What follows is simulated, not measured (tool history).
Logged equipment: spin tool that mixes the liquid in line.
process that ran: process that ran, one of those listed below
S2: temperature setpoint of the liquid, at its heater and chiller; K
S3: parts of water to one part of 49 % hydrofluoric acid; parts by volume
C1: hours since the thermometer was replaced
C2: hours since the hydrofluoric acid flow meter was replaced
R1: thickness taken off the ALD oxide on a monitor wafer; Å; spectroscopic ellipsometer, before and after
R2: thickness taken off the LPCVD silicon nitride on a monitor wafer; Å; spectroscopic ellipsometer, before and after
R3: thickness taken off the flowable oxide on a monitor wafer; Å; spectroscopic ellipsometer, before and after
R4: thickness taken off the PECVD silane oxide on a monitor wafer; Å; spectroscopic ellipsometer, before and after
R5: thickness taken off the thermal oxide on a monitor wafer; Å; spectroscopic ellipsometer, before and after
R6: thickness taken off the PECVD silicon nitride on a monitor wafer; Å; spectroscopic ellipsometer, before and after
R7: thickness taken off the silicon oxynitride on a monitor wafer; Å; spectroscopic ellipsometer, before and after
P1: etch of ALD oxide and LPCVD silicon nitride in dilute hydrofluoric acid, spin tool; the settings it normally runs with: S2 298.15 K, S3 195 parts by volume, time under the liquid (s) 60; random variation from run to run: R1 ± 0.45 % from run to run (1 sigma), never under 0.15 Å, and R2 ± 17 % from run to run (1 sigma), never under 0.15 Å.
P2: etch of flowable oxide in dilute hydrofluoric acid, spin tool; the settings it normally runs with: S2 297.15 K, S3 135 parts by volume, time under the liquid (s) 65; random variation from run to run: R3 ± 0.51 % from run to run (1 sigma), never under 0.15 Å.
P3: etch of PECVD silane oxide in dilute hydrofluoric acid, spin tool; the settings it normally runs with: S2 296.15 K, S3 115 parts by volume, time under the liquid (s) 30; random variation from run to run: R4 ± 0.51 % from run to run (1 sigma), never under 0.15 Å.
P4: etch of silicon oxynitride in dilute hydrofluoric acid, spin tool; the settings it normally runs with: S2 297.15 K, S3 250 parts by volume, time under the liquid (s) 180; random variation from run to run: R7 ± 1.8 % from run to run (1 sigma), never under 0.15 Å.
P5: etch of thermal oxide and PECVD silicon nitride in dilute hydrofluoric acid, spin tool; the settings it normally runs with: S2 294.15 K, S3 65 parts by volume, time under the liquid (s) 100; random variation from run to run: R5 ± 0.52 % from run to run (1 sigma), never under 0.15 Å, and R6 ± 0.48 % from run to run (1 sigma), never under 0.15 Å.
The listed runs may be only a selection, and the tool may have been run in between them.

{"run": 1, "day": 0.371, "process that ran": "P1", "S2": 298.15, "S3": 195, "time under the liquid (s)": 60, "C1": 2030.4, "C2": 832.9, "R1": 48.843, "R2": 1.4689}
{"run": 2, "day": 0.867, "process that ran": "P1", "S2": 298.15, "S3": 195, "time under the liquid (s)": 60, "C1": 2042.3, "C2": 844.8, "R1": 49.058, "R2": 1.8162}
{"run": 3, "day": 1.438, "process that ran": "P2", "S2": 297.15, "S3": 135, "time under the liquid (s)": 65, "C1": 2056, "C2": 858.5, "R3": 241.51}
{"run": 4, "day": 1.925, "process that ran": "P3", "S2": 296.15, "S3": 35, "time under the liquid (s)": 30, "C1": 2067.7, "C2": 870.2, "R4": 433.95}
{"run": 5, "day": 2.367, "process that ran": "P1", "S2": 298.15, "S3": 330, "time under the liquid (s)": 60, "C1": 2078.3, "C2": 880.8, "R1": 25.46, "R2": 0.63281}
{"run": 6, "day": 2.767, "process that ran": "P3", "S2": 296.15, "S3": 115, "time under the liquid (s)": 30, "C1": 2087.9, "C2": 890.4, "R4": 119.48}
{"run": 7, "day": 3.183, "process that ran": "P3", "S2": 296.15, "S3": 115, "time under the liquid (s)": 60, "C1": 2097.9, "C2": 900.4, "R4": 241.48}
{"run": 8, "day": 3.617, "process that ran": "P1", "S2": 290.15, "S3": 195, "time under the liquid (s)": 60, "C1": 2108.3, "C2": 910.8, "R1": 36.088, "R2": 1.2259}
{"run": 9, "day": 3.954, "process that ran": "P3", "S2": 290.15, "S3": 115, "time under the liquid (s)": 30, "C1": 2116.4, "C2": 918.9, "R4": 93.415}
{"run": 10, "day": 4.462, "process that ran": "P1", "S2": 298.15, "S3": 60, "time under the liquid (s)": 60, "C1": 2128.6, "C2": 931.1, "R1": 188.42, "R2": 2.6541}
{"run": 11, "day": 4.738, "process that ran": "P5", "S2": 294.15, "S3": 65, "time under the liquid (s)": 100, "C1": 2135.2, "C2": 937.7, "R5": 69.394, "R6": 59.459}
{"run": 12, "day": 5.175, "process that ran": "P2", "S2": 297.15, "S3": 135, "time under the liquid (s)": 95, "C1": 2145.7, "C2": 948.2, "R3": 351.19}
{"run": 13, "day": 5.625, "process that ran": "P5", "S2": 294.15, "S3": 65, "time under the liquid (s)": 195, "C1": 2156.5, "C2": 959, "R5": 134.22, "R6": 116.27}
{"run": 14, "day": 5.967, "process that ran": "P1", "S2": 298.15, "S3": 60, "time under the liquid (s)": 110, "C1": 2164.7, "C2": 967.2, "R1": 346.75, "R2": 10.67}
{"run": 15, "day": 6.238, "process that ran": "P1", "S2": 298.15, "S3": 195, "time under the liquid (s)": 60, "C1": 2171.2, "C2": 973.7, "R1": 49.586, "R2": 1.1495}
{"run": 16, "day": 6.517, "process that ran": "P1", "S2": 303.65, "S3": 195, "time under the liquid (s)": 60, "C1": 2177.9, "C2": 980.4, "R1": 59.687, "R2": 1.0984}
{"run": 17, "day": 6.858, "process that ran": "P1", "S2": 298.15, "S3": 195, "time under the liquid (s)": 95, "C1": 2186.1, "C2": 988.6, "R1": 77.956, "R2": 2.2815}
{"run": 18, "day": 7.217, "process that ran": "P1", "S2": 298.15, "S3": 195, "time under the liquid (s)": 30, "C1": 2194.7, "C2": 997.2, "R1": 24.929, "R2": 0.79534}
{"run": 19, "day": 7.471, "process that ran": "P4", "S2": 297.15, "S3": 430, "time under the liquid (s)": 180, "C1": 2200.8, "C2": 1003.3, "R7": 6.3305}
{"run": 20, "day": 8.05, "process that ran": "P4", "S2": 297.15, "S3": 250, "time under the liquid (s)": 180, "C1": 2214.7, "C2": 1017.2, "R7": 11.675}
{"run": 21, "day": 8.342, "process that ran": "P4", "S2": 297.15, "S3": 250, "time under the liquid (s)": 35, "C1": 2221.7, "C2": 1024.2, "R7": 2.244}
{"run": 22, "day": 8.871, "process that ran": "P3", "S2": 296.15, "S3": 115, "time under the liquid (s)": 30, "C1": 2234.4, "C2": 1036.9, "R4": 119.67}
{"run": 23, "day": 9.158, "process that ran": "P1", "S2": 298.15, "S3": 195, "time under the liquid (s)": 60, "C1": 2241.3, "C2": 1043.8, "R1": 49.331, "R2": 1.8715}
{"run": 24, "day": 9.546, "process that ran": "P5", "S2": 294.15, "S3": 95, "time under the liquid (s)": 100, "C1": 2250.6, "C2": 1053.1, "R5": 45.349, "R6": 41.297}
{"run": 25, "day": 10.05, "process that ran": "P4", "S2": 297.15, "S3": 250, "time under the liquid (s)": 180, "C1": 2262.7, "C2": 1065.2, "R7": 11.575}
{"run": 26, "day": 10.346, "process that ran": "P5", "S2": 300.15, "S3": 65, "time under the liquid (s)": 100, "C1": 2269.8, "C2": 1072.3, "R5": 87.509, "R6": 89.251}
{"run": 27, "day": 10.917, "process that ran": "P2", "S2": 302.65, "S3": 135, "time under the liquid (s)": 65, "C1": 2283.5, "C2": 1086, "R3": 297.28}
{"run": 28, "day": 11.288, "process that ran": "P2", "S2": 297.15, "S3": 235, "time under the liquid (s)": 65, "C1": 2292.4, "C2": 1094.9, "R3": 124.36}
{"run": 29, "day": 11.754, "process that ran": "P4", "S2": 304.15, "S3": 250, "time under the liquid (s)": 180, "C1": 2303.6, "C2": 1106.1, "R7": 16.336}
{"run": 30, "day": 12.325, "process that ran": "P1", "S2": 298.15, "S3": 195, "time under the liquid (s)": 60, "C1": 2317.3, "C2": 1119.8, "R1": 49.634, "R2": 1.5894}
{"run": 31, "day": 12.633, "process that ran": "P1", "S2": 298.15, "S3": 195, "time under the liquid (s)": 60, "C1": 2324.7, "C2": 1127.2, "R1": 48.171, "R2": 1.5339}
{"run": 32, "day": 13.062, "process that ran": "P1", "S2": 298.15, "S3": 195, "time under the liquid (s)": 60, "C1": 2335, "C2": 1137.5, "R1": 46.512, "R2": 1.5646}
{"run": 33, "day": 13.629, "process that ran": "P1", "S2": 298.15, "S3": 195, "time under the liquid (s)": 60, "C1": 2348.6, "C2": 1151.1, "R1": 46.055, "R2": 1.1149}
{"run": 34, "day": 13.933, "process that ran": "P1", "S2": 298.15, "S3": 195, "time under the liquid (s)": 60, "C1": 2355.9, "C2": 1158.4, "R1": 46.199, "R2": 1.2036}
{"run": 35, "day": 14.288, "process that ran": "P1", "S2": 298.15, "S3": 195, "time under the liquid (s)": 60, "C1": 2364.4, "C2": 1166.9, "R1": 45.781, "R2": 1.4021}
{"run": 36, "day": 14.646, "process that ran": "P1", "S2": 298.15, "S3": 195, "time under the liquid (s)": 60, "C1": 2373, "C2": 1175.5, "R1": 45.354, "R2": 1.3687}
{"run": 37, "day": 15.162, "process that ran": "P1", "S2": 298.15, "S3": 195, "time under the liquid (s)": 60, "C1": 2385.4, "C2": 1187.9, "R1": 45.547, "R2": 1.0684}

Something has made what P1 gives creep away from where it was; the 2 causes below, each at its own stated size, fit the log equally well:
A: liquid colder than its thermometer reads (K) = 2.22
B: hydrofluoric acid flow below the setpoint (%) = 6.5
The gradual shift began around day 12.325.

4 check runs are offered, one wafer each, their results left as question marks. Which one tells the causes apart?
{"run": "check 1", "day": 15.679, "process that ran": "P3", "S2": 296.15, "S3": 115, "time under the liquid (s)": 45, "R4": "?"}
{"run": "check 2", "day": 15.679, "process that ran": "P2", "S2": 297.15, "S3": 215, "time under the liquid (s)": 90, "R3": "?"}
{"run": "check 3", "day": 15.679, "process that ran": "P4", "S2": 297.15, "S3": 415, "time under the liquid (s)": 45, "R7": "?"}
{"run": "check 4", "day": 15.679, "process that ran": "P5", "S2": 294.15, "S3": 90, "time under the liquid (s)": 160, "R5": "?", "R6": "?"}

Check results expected under each cause:
check=check_1 result=R4 if_A=164.32 if_B=166.34
check=check_2 result=R3 if_A=176.58 if_B=176.47
check=check_3 result=R7 if_A=1.4856 if_B=1.494
check=check_4 result=R5 if_A=70.55 if_B=71.787
check=check_4 result=R6 if_A=59.753 if_B=65.123
Per check, the gap between the least separated pair of causes, taken in the result that splits them most: check 1 1.22 %; check 2 0.06 %; check 3 0.56 %; check 4 8.61 %
Check 4 is the one run that separates the causes; every other check would come out nearly the same whichever cause is at work.

Check 4 was then run and gave: R5 70.344 Å; R6 59.699 Å. Which cause is it?

The correct cause is A, namely: liquid colder than its thermometer reads (K).
